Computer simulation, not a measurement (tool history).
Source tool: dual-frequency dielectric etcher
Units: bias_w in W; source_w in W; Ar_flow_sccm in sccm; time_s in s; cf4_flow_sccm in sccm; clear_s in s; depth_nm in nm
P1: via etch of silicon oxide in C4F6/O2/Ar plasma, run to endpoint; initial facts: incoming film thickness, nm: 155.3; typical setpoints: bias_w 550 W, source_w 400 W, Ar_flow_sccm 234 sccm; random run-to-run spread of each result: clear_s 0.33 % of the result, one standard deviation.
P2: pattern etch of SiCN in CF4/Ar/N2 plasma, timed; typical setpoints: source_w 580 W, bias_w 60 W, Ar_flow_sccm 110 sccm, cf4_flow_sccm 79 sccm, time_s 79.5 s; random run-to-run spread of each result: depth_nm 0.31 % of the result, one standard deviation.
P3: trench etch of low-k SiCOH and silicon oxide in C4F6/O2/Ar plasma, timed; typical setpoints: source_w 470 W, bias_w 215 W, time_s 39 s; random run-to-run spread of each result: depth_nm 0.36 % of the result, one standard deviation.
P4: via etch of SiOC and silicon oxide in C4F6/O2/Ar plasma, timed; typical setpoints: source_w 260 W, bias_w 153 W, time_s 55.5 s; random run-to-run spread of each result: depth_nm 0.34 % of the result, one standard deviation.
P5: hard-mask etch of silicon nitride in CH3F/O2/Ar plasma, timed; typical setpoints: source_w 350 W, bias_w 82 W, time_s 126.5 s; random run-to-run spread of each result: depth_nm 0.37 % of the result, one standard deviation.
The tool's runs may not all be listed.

Run 1, hour 13.8: process P1, bias_w 550 W, source_w 400 W, Ar_flow_sccm 234 sccm. Result: clear_s 32.99 s.
Run 2, hour 26.3: process P1, bias_w 550 W, source_w 270 W, Ar_flow_sccm 292 sccm. Result: clear_s 38.926 s.
Run 3, hour 37.8: process P1, bias_w 550 W, source_w 250 W, Ar_flow_sccm 234 sccm. Result: clear_s 39.074 s.
Run 4, hour 49.3: process P1, bias_w 413 W, source_w 400 W, Ar_flow_sccm 234 sccm. Result: clear_s 36.5 s.
Run 5, hour 64.1: process P3, bias_w 215 W, source_w 470 W, time_s 53.5 s. Result: depth_nm 190.5 nm.
Run 6, hour 74.3: process P2, bias_w 85 W, source_w 580 W, Ar_flow_sccm 110 sccm, time_s 79.5 s, cf4_flow_sccm 79 sccm. Result: depth_nm 90.201 nm.
Run 7, hour 88.2: process P5, bias_w 82 W, source_w 350 W, time_s 126.5 s. Result: depth_nm 88.202 nm.
Run 8, hour 102.3: process P2, bias_w 60 W, source_w 580 W, Ar_flow_sccm 110 sccm, time_s 79.5 s, cf4_flow_sccm 79 sccm. Result: depth_nm 80.375 nm.
Run 9, hour 117.8: process P1, bias_w 550 W, source_w 400 W, Ar_flow_sccm 234 sccm. Result: clear_s 32.949 s.
Run 10, hour 132.1: process P5, bias_w 82 W, source_w 350 W, time_s 91.5 s. Result: depth_nm 63.84 nm.
Run 11, hour 146.8: process P3, bias_w 215 W, source_w 470 W, time_s 39 s. Result: depth_nm 138.98 nm.
Run 12, hour 158.6: process P2, bias_w 60 W, source_w 580 W, Ar_flow_sccm 110 sccm, time_s 79.5 s, cf4_flow_sccm 60 sccm. Result: depth_nm 76.16 nm.
Run 13, hour 173.9: process P3, bias_w 215 W, source_w 280 W, time_s 39 s. Result: depth_nm 114.08 nm.
Run 14, hour 182.8: process P1, bias_w 550 W, source_w 400 W, Ar_flow_sccm 234 sccm. Result: clear_s 32.796 s.
Run 15, hour 191.5: process P4, bias_w 153 W, source_w 260 W, time_s 55.5 s. Result: depth_nm 50.914 nm.
Run 16, hour 210.2: process P1, bias_w 776 W, source_w 400 W, Ar_flow_sccm 234 sccm. Result: clear_s 28.796 s.
At hour 219: wet clean of the chamber.
Run 17, hour 225.8: process P2, bias_w 60 W, source_w 410 W, Ar_flow_sccm 110 sccm, time_s 79.5 s, cf4_flow_sccm 79 sccm. Result: depth_nm 58.591 nm.
Run 18, hour 238.8: process P4, bias_w 153 W, source_w 260 W, time_s 55.5 s. Result: depth_nm 51.25 nm.
Run 19, hour 251.1: process P4, bias_w 109 W, source_w 260 W, time_s 55.5 s. Result: depth_nm 46.098 nm.
Run 20, hour 261.1: process P1, bias_w 403 W, source_w 320 W, Ar_flow_sccm 234 sccm. Result: clear_s 40.147 s.
Run 21, hour 276.6: process P1, bias_w 550 W, source_w 400 W, Ar_flow_sccm 276 sccm. Result: clear_s 33.471 s.
Run 22, hour 295.5: process P1, bias_w 550 W, source_w 510 W, Ar_flow_sccm 234 sccm. Result: clear_s 29.836 s.
Run 23, hour 314.4: process P5, bias_w 82 W, source_w 230 W, time_s 126.5 s. Result: depth_nm 75.055 nm.
Run 24, hour 327.9: process P4, bias_w 153 W, source_w 260 W, time_s 80 s. Result: depth_nm 73.659 nm.
At hour 334.4: bias power generator calibrated.
Run 25, hour 336.5: process P2, bias_w 60 W, source_w 580 W, Ar_flow_sccm 73 sccm, time_s 79.5 s, cf4_flow_sccm 79 sccm. Result: depth_nm 85.494 nm.
Run 26, hour 352.2: process P3, bias_w 129 W, source_w 470 W, time_s 39 s. Result: depth_nm 118.39 nm.
Run 27, hour 366.8: process P1, bias_w 550 W, source_w 400 W, Ar_flow_sccm 234 sccm. Result: clear_s 32.761 s.
Run 28, hour 384: process P4, bias_w 153 W, source_w 170 W, time_s 55.5 s. Result: depth_nm 43.606 nm.
Run 29, hour 402.5: process P2, bias_w 60 W, source_w 580 W, Ar_flow_sccm 110 sccm, time_s 55 s, cf4_flow_sccm 79 sccm. Result: depth_nm 55.418 nm.
Run 30, hour 418.5: process P1, bias_w 550 W, source_w 400 W, Ar_flow_sccm 168 sccm. Result: clear_s 31.549 s.
Run 31, hour 427: process P5, bias_w 105 W, source_w 350 W, time_s 126.5 s. Result: depth_nm 96.438 nm.
Run 32, hour 443.9: process P1, bias_w 550 W, source_w 400 W, Ar_flow_sccm 234 sccm. Result: clear_s 32.718 s.
Run 33, hour 461.6: process P1, bias_w 550 W, source_w 400 W, Ar_flow_sccm 234 sccm. Result: clear_s 32.96 s.
Run 34, hour 475.8: process P1, bias_w 550 W, source_w 400 W, Ar_flow_sccm 234 sccm. Result: clear_s 33.1 s.
Run 35, hour 485.9: process P1, bias_w 550 W, source_w 400 W, Ar_flow_sccm 234 sccm. Result: clear_s 33.246 s.
Run 36, hour 502.1: process P1, bias_w 550 W, source_w 400 W, Ar_flow_sccm 234 sccm. Result: clear_s 33.299 s.
At hour 506.6: wet clean of the chamber.
Run 37, hour 516.4: process P1, bias_w 550 W, source_w 400 W, Ar_flow_sccm 234 sccm. Result: clear_s 33.56 s.
Run 38, hour 532.1: process P1, bias_w 550 W, source_w 400 W, Ar_flow_sccm 234 sccm. Result: clear_s 33.389 s.
Run 39, hour 541: process P1, bias_w 550 W, source_w 400 W, Ar_flow_sccm 234 sccm. Result: clear_s 33.414 s.
At hour 541.1: Ar flow controller replaced.
Run 40, hour 558.4: process P1, bias_w 550 W, source_w 400 W, Ar_flow_sccm 234 sccm. Result: clear_s 33.449 s.
Run 41, hour 568.2: process P1, bias_w 550 W, source_w 400 W, Ar_flow_sccm 234 sccm. Result: clear_s 33.259 s.
Run 42, hour 582.8: process P1, bias_w 550 W, source_w 400 W, Ar_flow_sccm 234 sccm. Result: clear_s 33.451 s.

What P1 gives has crept away from where it was. These 2 causes fit the log equally well, each at the size given:
A: bias power that arrives under what is set, % = 4.29
B: source power that arrives under what is set, % = 4.42
Creep in the process output first set in at about hour 443.9.
Every other cause this tool's parts could produce, and why it does not fit the log:
chamber walls in a state that lowers the etch rate, %: was serviced at hour 506.6, once the creep was under way, yet the earlier output never came back
Ar flow that arrives over what is set, %: was serviced at hour 541.1, once the creep was under way, yet the earlier output never came back

Question marks stand in for the results of the 4 check runs listed below, each run on one wafer. Under which run would the listed causes show clearly different results?
Run check 1, hour 597.4: process P4, bias_w 119 W, source_w 170 W, time_s 55.5 s. Result: depth_nm ?.
Run check 2, hour 597.4: process P5, bias_w 104 W, source_w 300 W, time_s 126.5 s. Result: depth_nm ?.
Run check 3, hour 597.4: process P3, bias_w 167 W, source_w 470 W, time_s 39 s. Result: depth_nm ?.
Run check 4, hour 597.4: process P2, bias_w 60 W, source_w 580 W, Ar_flow_sccm 82 sccm, time_s 79.5 s, cf4_flow_sccm 79 sccm. Result: depth_nm ?.

How each check would come out, cause by cause:
  check    result    if A    if B
check 1  depth_nm  39.578  39.423
check 2  depth_nm  89.418  89.398
check 3  depth_nm  126.73  126.18
check 4  depth_nm   82.75  80.569
Smallest distance between any two causes, each pair judged by its most separating result, in per cent: check 1 0.39 %; check 2 0.02 %; check 3 0.44 %; check 4 2.67 %
Check 4 tells the causes apart: in the others they would give nearly the same result.

Running check 4 produced the following: depth_nm 82.667 nm. Which one of the listed causes fits?

A is the cause: bias power that arrives under what is set, %.

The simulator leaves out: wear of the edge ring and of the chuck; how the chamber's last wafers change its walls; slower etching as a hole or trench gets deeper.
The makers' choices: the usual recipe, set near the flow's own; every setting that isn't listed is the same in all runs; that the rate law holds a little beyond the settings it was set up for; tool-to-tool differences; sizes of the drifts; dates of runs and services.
